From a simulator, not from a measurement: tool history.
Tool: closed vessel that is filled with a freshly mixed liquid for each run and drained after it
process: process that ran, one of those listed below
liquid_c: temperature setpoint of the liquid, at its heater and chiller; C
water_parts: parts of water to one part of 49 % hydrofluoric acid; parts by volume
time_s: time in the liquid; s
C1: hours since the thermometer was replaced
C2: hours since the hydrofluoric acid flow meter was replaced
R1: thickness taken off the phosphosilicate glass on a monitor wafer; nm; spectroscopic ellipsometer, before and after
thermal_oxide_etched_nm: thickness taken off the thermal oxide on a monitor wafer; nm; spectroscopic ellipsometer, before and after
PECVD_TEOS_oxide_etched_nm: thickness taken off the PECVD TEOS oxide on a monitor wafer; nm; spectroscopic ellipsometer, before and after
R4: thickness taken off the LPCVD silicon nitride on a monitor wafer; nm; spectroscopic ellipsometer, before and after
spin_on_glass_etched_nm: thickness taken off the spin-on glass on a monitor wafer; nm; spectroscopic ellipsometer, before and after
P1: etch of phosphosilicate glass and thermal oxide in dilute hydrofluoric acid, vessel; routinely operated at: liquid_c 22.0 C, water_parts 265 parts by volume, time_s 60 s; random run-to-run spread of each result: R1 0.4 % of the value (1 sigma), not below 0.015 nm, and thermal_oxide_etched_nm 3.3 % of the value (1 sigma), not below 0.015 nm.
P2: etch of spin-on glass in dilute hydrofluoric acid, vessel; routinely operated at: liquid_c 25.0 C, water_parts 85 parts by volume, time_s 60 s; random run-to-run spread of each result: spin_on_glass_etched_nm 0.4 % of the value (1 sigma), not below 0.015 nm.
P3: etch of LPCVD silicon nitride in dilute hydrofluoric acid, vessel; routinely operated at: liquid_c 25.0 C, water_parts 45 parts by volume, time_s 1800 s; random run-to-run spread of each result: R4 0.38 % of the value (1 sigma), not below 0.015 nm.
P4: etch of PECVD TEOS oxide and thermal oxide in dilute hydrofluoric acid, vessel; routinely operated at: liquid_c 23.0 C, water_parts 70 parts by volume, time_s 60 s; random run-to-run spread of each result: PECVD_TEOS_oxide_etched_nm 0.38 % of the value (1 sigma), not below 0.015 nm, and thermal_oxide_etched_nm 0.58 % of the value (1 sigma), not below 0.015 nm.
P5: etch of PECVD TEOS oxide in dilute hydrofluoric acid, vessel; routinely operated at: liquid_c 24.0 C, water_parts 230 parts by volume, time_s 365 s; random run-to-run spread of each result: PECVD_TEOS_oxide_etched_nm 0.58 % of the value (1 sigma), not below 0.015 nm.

run 1 hour=12.4 | process=P1 liquid_c=22.0 water_parts=265 time_s=60 | C1=1507.4 C2=262.7 | R1=23.416 thermal_oxide_etched_nm=0.85568
run 2 hour=31.1 | process=P1 liquid_c=22.0 water_parts=115 time_s=60 | C1=1526.1 C2=281.4 | R1=63.457 thermal_oxide_etched_nm=2.37980
run 3 hour=41.0 | process=P5 liquid_c=18.5 water_parts=230 time_s=365 | C1=1536.0 C2=291.3 | PECVD_TEOS_oxide_etched_nm=16.1910
run 4 hour=54.2 | process=P3 liquid_c=25.0 water_parts=75 time_s=1800 | C1=1549.2 C2=304.5 | R4=13.329
run 5 hour=71.9 | process=P3 liquid_c=30.0 water_parts=45 time_s=1800 | C1=1566.9 C2=322.2 | R4=30.685
run 6 hour=90.9 | process=P1 liquid_c=22.0 water_parts=265 time_s=60 | C1=1585.9 C2=341.2 | R1=23.478 thermal_oxide_etched_nm=0.87800
run 7 hour=101.2 | process=P4 liquid_c=23.0 water_parts=70 time_s=30 | C1=1596.2 C2=351.5 | thermal_oxide_etched_nm=1.92140 PECVD_TEOS_oxide_etched_nm=4.2098
run 8 hour=111.1 | process=P1 liquid_c=22.0 water_parts=265 time_s=60 | C1=1606.1 C2=361.4 | R1=23.351 thermal_oxide_etched_nm=0.84940
run 9 hour=129.5 | process=P3 liquid_c=25.0 water_parts=45 time_s=1800 | C1=1624.5 C2=379.8 | R4=22.025
run 10 hour=146.5 | process=P2 liquid_c=25.0 water_parts=85 time_s=60 | C1=1641.5 C2=396.8 | spin_on_glass_etched_nm=38.689
run 11 hour=163.5 | process=P1 liquid_c=22.0 water_parts=265 time_s=60 | C1=1658.5 C2=413.8 | R1=23.548 thermal_oxide_etched_nm=0.87418
run 12 hour=173.3 | process=P1 liquid_c=22.0 water_parts=265 time_s=30 | C1=1668.3 C2=423.6 | R1=11.671 thermal_oxide_etched_nm=0.39204
run 13 hour=189.3 | process=P2 liquid_c=25.0 water_parts=85 time_s=60 | C1=1684.3 C2=439.6 | spin_on_glass_etched_nm=38.814
run 14 hour=207.8 | process=P4 liquid_c=23.0 water_parts=70 time_s=60 | C1=1702.8 C2=458.1 | thermal_oxide_etched_nm=3.81970 PECVD_TEOS_oxide_etched_nm=8.4267
run 15 hour=224.0 | process=P2 liquid_c=25.0 water_parts=140 time_s=60 | C1=1719.0 C2=474.3 | spin_on_glass_etched_nm=22.041
run 16 hour=242.1 | process=P5 liquid_c=24.0 water_parts=115 time_s=365 | C1=1737.1 C2=492.4 | PECVD_TEOS_oxide_etched_nm=44.9640
run 17 hour=254.0 | process=P1 liquid_c=17.0 water_parts=265 time_s=60 | C1=1749.0 C2=504.3 | R1=19.523 thermal_oxide_etched_nm=0.71536
run 18 hour=269.5 | process=P4 liquid_c=23.0 water_parts=120 time_s=60 | C1=1764.5 C2=519.8 | thermal_oxide_etched_nm=2.10730 PECVD_TEOS_oxide_etched_nm=4.6182
run 19 hour=284.3 | process=P2 liquid_c=25.0 water_parts=85 time_s=105 | C1=1779.3 C2=534.6 | spin_on_glass_etched_nm=67.688
run 20 hour=295.7 | process=P5 liquid_c=24.0 water_parts=230 time_s=365 | C1=1790.7 C2=546.0 | PECVD_TEOS_oxide_etched_nm=19.8470

Run 21, settings as shown, results not yet in. Your forecast:
run 21 hour=311.0 | process=P4 liquid_c=17.0 water_parts=70 time_s=60 | C1=1806.0 C2=561.3 | thermal_oxide_etched_nm=? PECVD_TEOS_oxide_etched_nm=?

Logged for run 21: thermal_oxide_etched_nm 2.99750 nm, PECVD_TEOS_oxide_etched_nm 6.5800 nm.
